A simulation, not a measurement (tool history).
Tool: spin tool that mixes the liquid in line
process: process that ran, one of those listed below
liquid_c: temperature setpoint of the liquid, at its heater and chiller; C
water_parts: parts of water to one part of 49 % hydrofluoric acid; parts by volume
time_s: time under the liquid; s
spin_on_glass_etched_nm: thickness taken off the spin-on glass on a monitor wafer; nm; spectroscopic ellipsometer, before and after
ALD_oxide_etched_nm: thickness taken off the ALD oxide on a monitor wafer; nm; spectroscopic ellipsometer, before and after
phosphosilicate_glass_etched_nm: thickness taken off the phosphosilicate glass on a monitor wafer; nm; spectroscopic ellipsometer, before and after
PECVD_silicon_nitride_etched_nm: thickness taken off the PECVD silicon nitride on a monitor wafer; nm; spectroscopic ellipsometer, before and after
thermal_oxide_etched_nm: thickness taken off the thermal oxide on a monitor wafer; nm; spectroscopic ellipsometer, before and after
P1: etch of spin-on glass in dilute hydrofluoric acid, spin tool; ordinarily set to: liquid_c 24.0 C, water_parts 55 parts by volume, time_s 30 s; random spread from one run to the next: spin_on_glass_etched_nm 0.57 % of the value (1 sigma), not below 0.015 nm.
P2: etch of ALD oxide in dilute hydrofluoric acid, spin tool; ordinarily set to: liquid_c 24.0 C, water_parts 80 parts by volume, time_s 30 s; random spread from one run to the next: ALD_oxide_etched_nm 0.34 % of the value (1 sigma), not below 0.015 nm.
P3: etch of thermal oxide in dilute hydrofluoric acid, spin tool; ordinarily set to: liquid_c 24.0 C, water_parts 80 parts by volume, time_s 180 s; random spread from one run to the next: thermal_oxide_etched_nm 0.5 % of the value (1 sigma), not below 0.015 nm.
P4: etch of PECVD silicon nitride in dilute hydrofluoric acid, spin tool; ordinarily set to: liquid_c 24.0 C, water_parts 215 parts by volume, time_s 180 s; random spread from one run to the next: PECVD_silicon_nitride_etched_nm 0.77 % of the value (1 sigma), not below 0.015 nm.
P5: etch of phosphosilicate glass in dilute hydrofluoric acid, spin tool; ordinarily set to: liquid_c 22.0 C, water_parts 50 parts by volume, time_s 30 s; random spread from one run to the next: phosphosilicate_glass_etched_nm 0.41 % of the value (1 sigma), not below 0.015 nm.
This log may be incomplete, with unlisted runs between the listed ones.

run	hour	process	liquid_c	water_parts	time_s	hours since the thermometer was replaced	hours since the hydrofluoric acid flow meter was replaced	spin_on_glass_etched_nm	ALD_oxide_etched_nm	phosphosilicate_glass_etched_nm	PECVD_silicon_nitride_etched_nm	thermal_oxide_etched_nm
1	16.7	P1	24.0	55	30	1132.0	602.4	16.3530				
2	27.8	P2	24.0	80	30	1143.1	613.5		11.1770			
3	35.7	P5	22.0	50	30	1151.0	621.4			104.240		
4	52.7	P4	24.0	215	180	1168.0	638.4				3.5802	
5	65.8	P3	24.0	80	180	1181.1	651.5					11.1930
6	76.5	P1	24.0	55	30	1191.8	662.2	16.1980				
7	91.8	P5	22.0	75	30	1207.1	677.5			67.121		
8	104.2	P4	24.0	215	180	1219.5	689.9				3.5620	
9	121.3	P1	19.5	55	30	1236.6	707.0	13.5020				
10	133.9	P3	24.0	80	30	1249.2	719.6					1.8468
11	147.6	P5	22.0	50	55	1262.9	733.3			190.650		
12	163.3	P2	24.0	80	15	1278.6	749.0		5.5854			
13	171.7	P1	19.0	55	45	1287.0	757.4	19.8360				
14	184.5	P5	28.0	50	30	1299.8	770.2			131.710		
15	196.7	P1	24.0	30	30	1312.0	782.4	30.9640				
# hour 203.8: hydrofluoric acid flow meter replaced
16	207.3	P1	24.0	90	55	1322.6	3.5	17.2460				
17	221.0	P2	24.0	20	30	1336.3	17.2		48.2200			
18	236.2	P2	31.5	80	30	1351.5	32.4		15.0420			
19	246.3	P3	24.0	130	180	1361.6	42.5					6.4697
20	255.1	P1	24.0	55	15	1370.4	51.3	8.1056				
21	268.9	P1	24.0	55	30	1384.2	65.1	16.3040				
22	285.3	P1	24.0	55	65	1400.6	81.5	35.3430				
23	299.8	P1	24.0	55	30	1415.1	96.0	16.4160				
24	312.0	P3	29.5	80	180	1427.3	108.2					14.0130
25	326.4	P1	24.0	90	30	1441.7	122.6	9.5682				
26	337.6	P4	24.0	90	180	1452.9	133.8				8.4270	
27	345.2	P4	31.5	215	180	1460.5	141.4				5.6050	
28	353.7	P4	24.0	215	345	1469.0	149.9				6.7815	
29	370.7	P1	31.5	55	30	1486.0	166.9	21.9210				
30	378.7	P1	24.0	95	55	1494.0	174.9	16.5460				
31	388.3	P1	24.0	55	30	1503.6	184.5	16.4220				
32	401.8	P1	24.0	55	30	1517.1	198.0	16.6650				
33	415.2	P1	24.0	55	30	1530.5	211.4	17.0070				
34	424.1	P1	24.0	55	30	1539.4	220.3	17.0060				
35	436.1	P1	24.0	55	30	1551.4	232.3	17.2630				
36	448.3	P1	24.0	55	30	1563.6	244.5	17.1960				
37	456.4	P1	24.0	55	30	1571.7	252.6	17.0460				
38	471.0	P1	24.0	55	30	1586.3	267.2	17.4360				
39	484.8	P1	24.0	55	30	1600.1	281.0	17.3940				
40	495.3	P1	24.0	55	30	1610.6	291.5	17.4160				
41	511.0	P1	24.0	55	30	1626.3	307.2	17.3960				

What P1 gives has crept off from where it sat before. The 2 causes that follow fit the log equally well, each at the size noted:
A: liquid hotter than its thermometer reads (K) = 1.64
B: hydrofluoric acid flow above the setpoint (%) = 6.44
The creep began at about hour 388.3.

Which of the check runs below tells the causes apart, meaning the causes would give it clearly different results? Each run uses 3 wafers whose results are averaged, and each result is shown as a question mark.
check 1	526.7	P2	24.0	25	30				?			
check 2	526.7	P3	24.0	80	50							?
check 3	526.7	P4	30.5	215	255						?	
check 4	526.7	P5	26.0	50	30					?		

Check results expected under each cause:
check	result	if A	if B
check 1	ALD_oxide_etched_nm	41.2370	41.0650
check 2	thermal_oxide_etched_nm	3.3319	3.3422
check 3	PECVD_silicon_nitride_etched_nm	8.1949	7.9341
check 4	phosphosilicate_glass_etched_nm	130.780	130.880
Minimum pairwise separation of causes per check, each pair taken at its best-separating result: check 1 0.42 %; check 2 0.31 %; check 3 3.23 %; check 4 0.07 %
Check 3 distinguishes between the causes, while the remaining checks would return nearly the same result for all of them.

Running check 3 produced the following: PECVD_silicon_nitride_etched_nm 8.1969 nm. Which one of the listed causes fits?

A is the cause: liquid hotter than its thermometer reads (K).
